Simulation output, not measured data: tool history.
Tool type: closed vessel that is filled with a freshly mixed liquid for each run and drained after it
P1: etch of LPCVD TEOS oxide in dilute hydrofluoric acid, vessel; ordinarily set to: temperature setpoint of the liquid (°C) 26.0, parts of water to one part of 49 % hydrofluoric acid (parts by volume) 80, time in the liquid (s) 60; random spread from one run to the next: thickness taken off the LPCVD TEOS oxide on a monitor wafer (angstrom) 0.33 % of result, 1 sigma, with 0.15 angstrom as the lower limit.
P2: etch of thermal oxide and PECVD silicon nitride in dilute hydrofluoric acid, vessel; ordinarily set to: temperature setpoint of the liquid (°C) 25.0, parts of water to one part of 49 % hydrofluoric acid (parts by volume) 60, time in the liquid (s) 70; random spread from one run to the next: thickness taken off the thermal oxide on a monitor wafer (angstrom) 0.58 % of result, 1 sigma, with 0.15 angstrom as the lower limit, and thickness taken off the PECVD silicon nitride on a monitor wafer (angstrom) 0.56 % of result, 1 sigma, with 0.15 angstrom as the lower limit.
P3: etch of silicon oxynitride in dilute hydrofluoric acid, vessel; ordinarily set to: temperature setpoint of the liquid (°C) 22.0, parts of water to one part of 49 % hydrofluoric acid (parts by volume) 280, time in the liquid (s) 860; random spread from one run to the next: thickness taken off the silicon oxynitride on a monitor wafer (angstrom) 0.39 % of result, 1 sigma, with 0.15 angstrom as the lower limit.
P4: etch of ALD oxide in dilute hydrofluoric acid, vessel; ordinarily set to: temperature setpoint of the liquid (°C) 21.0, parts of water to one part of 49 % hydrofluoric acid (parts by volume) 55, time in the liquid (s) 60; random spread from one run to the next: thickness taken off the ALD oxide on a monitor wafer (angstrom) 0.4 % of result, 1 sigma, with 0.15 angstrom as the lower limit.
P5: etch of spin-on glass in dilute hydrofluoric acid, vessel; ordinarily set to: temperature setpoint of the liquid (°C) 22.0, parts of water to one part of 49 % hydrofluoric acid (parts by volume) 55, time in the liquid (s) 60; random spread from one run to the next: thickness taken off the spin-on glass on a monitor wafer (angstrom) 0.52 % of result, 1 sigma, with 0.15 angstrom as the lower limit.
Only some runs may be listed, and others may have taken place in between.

run,hour,process that ran,temperature setpoint of the liquid (°C),parts of water to one part of 49 % hydrofluoric acid (parts by volume),time in the liquid (s),hours since the thermometer was replaced,hours since the hydrofluoric acid flow meter was replaced,thickness taken off the LPCVD TEOS oxide on a monitor wafer (angstrom),thickness taken off the silicon oxynitride on a monitor wafer (angstrom),thickness taken off the thermal oxide on a monitor wafer (angstrom),thickness taken off the PECVD silicon nitride on a monitor wafer (angstrom),thickness taken off the ALD oxide on a monitor wafer (angstrom),thickness taken off the spin-on glass on a monitor wafer (angstrom)
1,9.3,P1,26.0,80,60,1705.3,606.2,287.07,,,,,
2,19.0,P1,26.0,80,60,1715.0,615.9,287.86,,,,,
3,31.4,P1,26.0,80,60,1727.4,628.3,287.27,,,,,
4,42.7,P3,22.0,75,860,1738.7,639.6,,236.760,,,,
5,49.5,P2,25.0,60,70,1745.5,646.4,,,63.389,70.402,,
6,57.4,P3,22.0,280,860,1753.4,654.3,,54.639,,,,
7,64.7,P4,21.0,85,60,1760.7,661.6,,,,,62.521,
8,76.1,P4,21.0,55,60,1772.1,673.0,,,,,100.040,
9,87.5,P5,22.0,55,30,1783.5,684.4,,,,,,295.02
10,93.7,P1,26.0,80,115,1789.7,690.6,552.55,,,,,
11,105.1,P1,29.5,50,60,1801.1,702.0,550.64,,,,,
12,116.9,P3,26.5,280,860,1812.9,713.8,,65.777,,,,
13,127.6,P1,26.0,40,60,1823.6,724.5,611.18,,,,,
14,133.9,P4,21.0,55,60,1829.9,730.8,,,,,101.040,
15,145.8,P5,22.0,55,60,1841.8,742.7,,,,,,595.47
16,157.0,P5,22.0,35,60,1853.0,753.9,,,,,,955.73
17,169.4,P4,29.0,55,60,1865.4,766.3,,,,,138.250,
18,176.7,P4,21.0,55,105,1872.7,773.6,,,,,175.630,
19,183.3,P2,25.0,85,70,1879.3,780.2,,,42.704,49.933,,
20,193.8,P1,26.0,125,60,1889.8,790.7,172.89,,,,,
21,199.7,P1,26.0,80,60,1895.7,796.6,287.32,,,,,
22,206.3,P1,26.0,80,60,1902.3,803.2,288.86,,,,,
23,213.9,P3,22.0,280,240,1909.9,810.8,,15.520,,,,
24,220.6,P1,26.0,80,60,1916.6,817.5,287.50,,,,,
25,229.7,P1,26.0,80,30,1925.7,826.6,143.84,,,,,
26,237.4,P2,33.0,60,70,1933.4,834.3,,,85.573,117.650,,
27,249.6,P2,25.0,60,30,1945.6,846.5,,,26.920,30.199,,
28,255.1,P1,31.5,80,60,1951.1,852.0,356.10,,,,,
29,264.3,P3,22.0,280,860,1960.3,861.2,,54.725,,,,
30,271.5,P1,18.5,80,60,1967.5,868.4,211.05,,,,,
31,282.6,P5,17.0,55,60,1978.6,879.5,,,,,,477.20
32,288.7,P1,26.0,80,60,1984.7,885.6,287.46,,,,,
33,295.7,P1,26.0,80,60,1991.7,892.6,292.84,,,,,
34,303.2,P1,26.0,80,60,1999.2,900.1,298.74,,,,,
35,314.9,P1,26.0,80,60,2010.9,911.8,301.40,,,,,
36,322.3,P1,26.0,80,60,2018.3,919.2,302.87,,,,,
37,327.6,P1,26.0,80,60,2023.6,924.5,304.93,,,,,
38,336.0,P1,26.0,80,60,2032.0,932.9,304.58,,,,,
39,342.3,P1,26.0,80,60,2038.3,939.2,303.42,,,,,
40,354.3,P1,26.0,80,60,2050.3,951.2,305.85,,,,,
41,366.2,P1,26.0,80,60,2062.2,963.1,305.00,,,,,

What P1 gives has crept off from where it sat before. The 2 causes that follow fit the log equally well, each at the size noted:
A: hydrofluoric acid flow above the setpoint (%) = 5.72
B: liquid hotter than its thermometer reads (K) = 1.57
The process output started creeping at around hour 288.7.

The check runs listed below each take one wafer, and their results are still question marks. Under which run would the listed causes lead to clearly different results?
check 1,378.1,P2,25.0,60,70,,,,,?,?,,
check 2,378.1,P4,21.0,55,60,,,,,,,?,
check 3,378.1,P3,22.0,280,860,,,,?,,,,
check 4,378.1,P5,22.0,55,60,,,,,,,,?

Outcome of each check run for each possible cause:
check,result,if A,if B
check 1,thickness taken off the thermal oxide on a monitor wafer (angstrom),66.825,67.034
check 1,thickness taken off the PECVD silicon nitride on a monitor wafer (angstrom),74.158,77.898
check 2,thickness taken off the ALD oxide on a monitor wafer (angstrom),106.400,107.060
check 3,thickness taken off the silicon oxynitride on a monitor wafer (angstrom),58.329,58.477
check 4,thickness taken off the spin-on glass on a monitor wafer (angstrom),628.28,631.77
Per-check spread between the two closest causes, in the result where they differ most: check 1 4.92 %; check 2 0.62 %; check 3 0.25 %; check 4 0.55 %
Check 1 is the one run that separates the causes; every other check would come out nearly the same whichever cause is at work.

Running check 1 produced the following: thickness taken off the thermal oxide on a monitor wafer (angstrom) 66.091; thickness taken off the PECVD silicon nitride on a monitor wafer (angstrom) 77.175. Which one of the listed causes fits?

B is the cause: liquid hotter than its thermometer reads (K).
